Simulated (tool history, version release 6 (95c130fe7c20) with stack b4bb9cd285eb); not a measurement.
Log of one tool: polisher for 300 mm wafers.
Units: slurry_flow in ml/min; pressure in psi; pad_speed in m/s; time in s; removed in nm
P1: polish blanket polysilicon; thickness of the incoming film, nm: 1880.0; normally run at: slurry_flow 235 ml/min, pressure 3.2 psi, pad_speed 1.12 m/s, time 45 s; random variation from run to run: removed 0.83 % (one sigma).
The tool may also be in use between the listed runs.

run,day,slurry_flow,pressure,pad_speed,time,wafers polished on this pad,hours since the slurry nozzle was cleaned,hours since the head pressure was calibrated,removed
1,0.221,235,3.2,1.12,45,264,622,500.9,524.4
2,0.517,235,3.2,1.74,23,327,629.1,508,413.82
3,0.817,235,1.9,1.12,45,392,636.3,515.2,306.97
4,1.1,235,3.2,1.12,57,453,643.1,522,651.78
# day 1.183: head pressure recalibrated
5,1.462,235,3.2,1.12,20,531,651.8,6.8,226.66
6,1.717,235,3.2,1.66,45,585,657.9,12.9,769.74
7,2.054,235,4.9,1.12,45,658,666,21,788.66
8,2.317,340,3.2,0.7,45,714,672.3,27.3,332.66
9,2.55,235,3.2,1.12,45,765,677.9,32.9,519.8
10,2.862,235,3.2,1.12,45,832,685.4,40.4,516.58
11,3.075,330,3.2,1.12,60,878,690.5,45.5,707.29
12,3.279,235,3.2,1.12,45,922,695.4,50.4,521.53
13,3.5,335,3.2,1.12,45,969,700.7,55.7,533.75
14,3.775,235,3.2,1.12,45,1028,707.3,62.3,526.85
15,4.212,140,3.2,1.12,45,1122,717.8,72.8,479.54

Forecast run 16:
16,4.433,235,3.2,0.5,45,1170,723.1,78.1,?

Run 16 gave removed 230.15 nm.
